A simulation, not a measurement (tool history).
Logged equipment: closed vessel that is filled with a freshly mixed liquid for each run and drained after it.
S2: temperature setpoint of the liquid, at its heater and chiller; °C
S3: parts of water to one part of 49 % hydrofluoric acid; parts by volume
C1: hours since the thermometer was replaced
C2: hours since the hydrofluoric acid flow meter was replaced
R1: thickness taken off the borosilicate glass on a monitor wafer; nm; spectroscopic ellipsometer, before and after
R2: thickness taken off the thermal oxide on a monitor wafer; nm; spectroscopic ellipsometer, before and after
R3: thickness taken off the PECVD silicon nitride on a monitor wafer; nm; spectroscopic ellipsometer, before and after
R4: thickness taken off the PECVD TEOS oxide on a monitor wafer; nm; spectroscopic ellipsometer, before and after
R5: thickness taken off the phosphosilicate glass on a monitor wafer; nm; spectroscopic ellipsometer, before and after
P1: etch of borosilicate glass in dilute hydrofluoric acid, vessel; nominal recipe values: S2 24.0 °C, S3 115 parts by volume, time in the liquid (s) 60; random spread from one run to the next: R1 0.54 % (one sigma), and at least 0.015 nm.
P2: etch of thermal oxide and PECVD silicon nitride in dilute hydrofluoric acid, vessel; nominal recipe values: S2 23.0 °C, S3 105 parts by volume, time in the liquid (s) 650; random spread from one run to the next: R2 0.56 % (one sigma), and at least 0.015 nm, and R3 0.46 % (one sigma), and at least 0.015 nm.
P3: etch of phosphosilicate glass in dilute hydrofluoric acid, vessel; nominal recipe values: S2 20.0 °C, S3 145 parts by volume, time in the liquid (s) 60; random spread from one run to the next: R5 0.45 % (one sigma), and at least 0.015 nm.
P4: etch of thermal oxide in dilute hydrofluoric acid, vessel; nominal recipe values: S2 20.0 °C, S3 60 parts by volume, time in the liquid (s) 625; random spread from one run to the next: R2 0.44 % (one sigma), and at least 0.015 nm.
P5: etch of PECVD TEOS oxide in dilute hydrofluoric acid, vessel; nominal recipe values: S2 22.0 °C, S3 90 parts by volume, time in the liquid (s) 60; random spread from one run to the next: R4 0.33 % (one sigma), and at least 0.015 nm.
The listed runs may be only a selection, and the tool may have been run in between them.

{"run": 1, "day": 0.508, "process that ran": "P1", "S2": 24.0, "S3": 115, "time in the liquid (s)": 60, "C1": 558.5, "C2": 1455.9, "R1": 20.601}
{"run": 2, "day": 1.212, "process that ran": "P2", "S2": 31.0, "S3": 105, "time in the liquid (s)": 650, "C1": 575.4, "C2": 1472.8, "R2": 37.377, "R3": 32.101}
{"run": 3, "day": 1.688, "process that ran": "P1", "S2": 24.0, "S3": 115, "time in the liquid (s)": 30, "C1": 586.8, "C2": 1484.2, "R1": 10.268}
{"run": 4, "day": 2.446, "process that ran": "P4", "S2": 20.0, "S3": 90, "time in the liquid (s)": 625, "C1": 605.0, "C2": 1502.4, "R2": 29.532}
{"run": 5, "day": 2.942, "process that ran": "P1", "S2": 24.0, "S3": 115, "time in the liquid (s)": 60, "C1": 616.9, "C2": 1514.3, "R1": 20.443}
{"run": 6, "day": 3.458, "process that ran": "P5", "S2": 17.0, "S3": 90, "time in the liquid (s)": 60, "C1": 629.3, "C2": 1526.7, "R4": 10.797}
{"run": 7, "day": 3.929, "process that ran": "P3", "S2": 20.0, "S3": 145, "time in the liquid (s)": 105, "C1": 640.6, "C2": 1538.0, "R5": 42.395}
{"run": 8, "day": 4.575, "process that ran": "P3", "S2": 20.0, "S3": 215, "time in the liquid (s)": 60, "C1": 656.1, "C2": 1553.5, "R5": 15.155}
{"run": 9, "day": 4.992, "process that ran": "P1", "S2": 17.0, "S3": 165, "time in the liquid (s)": 60, "C1": 666.1, "C2": 1563.5, "R1": 10.327}
{"run": 10, "day": 5.692, "process that ran": "P2", "S2": 23.0, "S3": 105, "time in the liquid (s)": 650, "C1": 682.9, "C2": 1580.3, "R2": 27.233, "R3": 19.056}
{"run": 11, "day": 6.117, "process that ran": "P2", "S2": 23.0, "S3": 105, "time in the liquid (s)": 650, "C1": 693.1, "C2": 1590.5, "R2": 27.231, "R3": 19.097}
{"run": 12, "day": 6.558, "process that ran": "P5", "S2": 22.0, "S3": 90, "time in the liquid (s)": 105, "C1": 703.7, "C2": 1601.1, "R4": 23.149}
{"run": 13, "day": 7.092, "process that ran": "P4", "S2": 17.0, "S3": 60, "time in the liquid (s)": 625, "C1": 716.5, "C2": 1613.9, "R2": 40.562}
{"run": 14, "day": 7.438, "process that ran": "P1", "S2": 24.0, "S3": 60, "time in the liquid (s)": 60, "C1": 724.8, "C2": 1622.2, "R1": 42.541}
{"run": 15, "day": 8.192, "process that ran": "P1", "S2": 28.5, "S3": 115, "time in the liquid (s)": 60, "C1": 742.9, "C2": 1640.3, "R1": 24.427}
{"run": 16, "day": 8.962, "process that ran": "P4", "S2": 20.0, "S3": 60, "time in the liquid (s)": 1150, "C1": 761.4, "C2": 1658.8, "R2": 85.156}
{"run": 17, "day": 9.708, "process that ran": "P1", "S2": 19.5, "S3": 115, "time in the liquid (s)": 60, "C1": 779.3, "C2": 1676.7, "R1": 17.237}
{"run": 18, "day": 10.196, "process that ran": "P3", "S2": 20.0, "S3": 145, "time in the liquid (s)": 60, "C1": 791.0, "C2": 1688.4, "R5": 24.161}
{"day": 10.246, "done": "hydrofluoric acid flow meter replaced"}
{"run": 19, "day": 10.604, "process that ran": "P5", "S2": 22.0, "S3": 90, "time in the liquid (s)": 60, "C1": 800.8, "C2": 8.6, "R4": 13.249}
{"run": 20, "day": 11.304, "process that ran": "P4", "S2": 20.0, "S3": 60, "time in the liquid (s)": 625, "C1": 817.6, "C2": 25.4, "R2": 46.126}
{"run": 21, "day": 11.758, "process that ran": "P2", "S2": 23.0, "S3": 105, "time in the liquid (s)": 1090, "C1": 828.5, "C2": 36.3, "R2": 45.806, "R3": 32.053}
{"run": 22, "day": 12.533, "process that ran": "P1", "S2": 24.0, "S3": 115, "time in the liquid (s)": 60, "C1": 847.1, "C2": 54.9, "R1": 20.548}
{"run": 23, "day": 13.225, "process that ran": "P3", "S2": 17.0, "S3": 145, "time in the liquid (s)": 60, "C1": 863.7, "C2": 71.5, "R5": 21.28}
{"run": 24, "day": 13.962, "process that ran": "P1", "S2": 24.0, "S3": 175, "time in the liquid (s)": 60, "C1": 881.4, "C2": 89.2, "R1": 12.664}
{"run": 25, "day": 14.725, "process that ran": "P1", "S2": 24.0, "S3": 115, "time in the liquid (s)": 60, "C1": 899.7, "C2": 107.5, "R1": 20.666}

Expected results for the next run?
{"run": 26, "day": 15.396, "process that ran": "P1", "S2": 24.0, "S3": 115, "time in the liquid (s)": 60, "C1": 915.8, "C2": 123.6, "R1": "?"}

Run 26 yielded R1 20.654 nm.
